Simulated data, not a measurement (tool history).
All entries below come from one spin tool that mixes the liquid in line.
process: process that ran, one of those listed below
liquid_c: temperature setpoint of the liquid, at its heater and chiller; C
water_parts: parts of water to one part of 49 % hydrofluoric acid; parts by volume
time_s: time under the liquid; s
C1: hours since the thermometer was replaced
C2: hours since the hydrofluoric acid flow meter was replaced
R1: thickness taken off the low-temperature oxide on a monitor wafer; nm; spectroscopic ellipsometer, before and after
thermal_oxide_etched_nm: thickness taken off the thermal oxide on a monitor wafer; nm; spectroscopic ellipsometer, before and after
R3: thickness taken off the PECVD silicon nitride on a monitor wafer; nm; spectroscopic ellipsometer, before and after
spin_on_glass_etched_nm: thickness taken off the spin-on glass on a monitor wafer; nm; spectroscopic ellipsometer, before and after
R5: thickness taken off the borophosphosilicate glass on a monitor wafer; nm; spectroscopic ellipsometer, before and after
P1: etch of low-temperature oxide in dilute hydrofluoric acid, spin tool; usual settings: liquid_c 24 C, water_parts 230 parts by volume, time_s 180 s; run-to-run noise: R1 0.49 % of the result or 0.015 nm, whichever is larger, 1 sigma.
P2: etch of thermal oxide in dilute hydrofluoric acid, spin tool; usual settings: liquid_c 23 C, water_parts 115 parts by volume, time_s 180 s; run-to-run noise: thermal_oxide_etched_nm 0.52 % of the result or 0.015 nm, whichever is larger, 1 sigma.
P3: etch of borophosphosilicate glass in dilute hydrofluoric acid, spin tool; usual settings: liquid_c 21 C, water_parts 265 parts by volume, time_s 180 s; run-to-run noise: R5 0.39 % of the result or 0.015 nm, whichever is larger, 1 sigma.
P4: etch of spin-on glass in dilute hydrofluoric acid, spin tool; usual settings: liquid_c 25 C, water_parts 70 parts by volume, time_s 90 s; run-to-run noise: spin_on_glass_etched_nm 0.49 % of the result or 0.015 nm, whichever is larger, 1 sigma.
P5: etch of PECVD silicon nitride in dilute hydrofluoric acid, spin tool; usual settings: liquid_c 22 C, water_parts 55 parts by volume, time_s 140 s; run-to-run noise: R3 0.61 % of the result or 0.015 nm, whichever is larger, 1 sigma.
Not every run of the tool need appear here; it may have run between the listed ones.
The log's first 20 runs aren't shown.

run 21 hour=176.2 | process=P1 liquid_c=24 water_parts=55 time_s=180 | C1=445.8 C2=1390.1 | R1=49.05
run 22 hour=188.2 | process=P1 liquid_c=28 water_parts=120 time_s=180 | C1=457.8 C2=1402.1 | R1=24.06
run 23 hour=198.4 | process=P1 liquid_c=24 water_parts=230 time_s=180 | C1=468 C2=1412.3 | R1=9.5262
run 24 hour=209.7 | process=P2 liquid_c=31 water_parts=115 time_s=180 | C1=479.3 C2=1423.6 | thermal_oxide_etched_nm=9.6249
run 25 hour=220.8 | process=P5 liquid_c=17 water_parts=55 time_s=140 | C1=490.4 C2=1434.7 | R3=2.9869
run 26 hour=229.1 | process=P3 liquid_c=21 water_parts=430 time_s=180 | C1=498.7 C2=1443 | R5=15.499
run 27 hour=237.9 | process=P5 liquid_c=22 water_parts=25 time_s=140 | C1=507.5 C2=1451.8 | R3=9.121
run 28 hour=247.9 | process=P2 liquid_c=23 water_parts=115 time_s=355 | C1=517.5 C2=1461.8 | thermal_oxide_etched_nm=14.098
run 29 hour=253.9 | process=P1 liquid_c=24 water_parts=230 time_s=180 | C1=523.5 C2=1467.8 | R1=9.4825
run 30 hour=265 | process=P3 liquid_c=17 water_parts=265 time_s=180 | C1=534.6 C2=1478.9 | R5=24.852
run 31 hour=274.7 | process=P4 liquid_c=33 water_parts=70 time_s=90 | C1=544.3 C2=1488.6 | spin_on_glass_etched_nm=46.823
run 32 hour=281.6 | process=P3 liquid_c=21 water_parts=265 time_s=260 | C1=551.2 C2=1495.5 | R5=41.732
run 33 hour=288.4 | process=P4 liquid_c=25 water_parts=70 time_s=90 | C1=558 C2=1502.3 | spin_on_glass_etched_nm=34.357
run 34 hour=298.2 | process=P1 liquid_c=24 water_parts=230 time_s=180 | C1=567.8 C2=1512.1 | R1=9.5647

What will run 35 give?
run 35 hour=305.7 | process=P1 liquid_c=24 water_parts=230 time_s=180 | C1=575.3 C2=1519.6 | R1=?

Run 35 produced R1 9.769 nm.

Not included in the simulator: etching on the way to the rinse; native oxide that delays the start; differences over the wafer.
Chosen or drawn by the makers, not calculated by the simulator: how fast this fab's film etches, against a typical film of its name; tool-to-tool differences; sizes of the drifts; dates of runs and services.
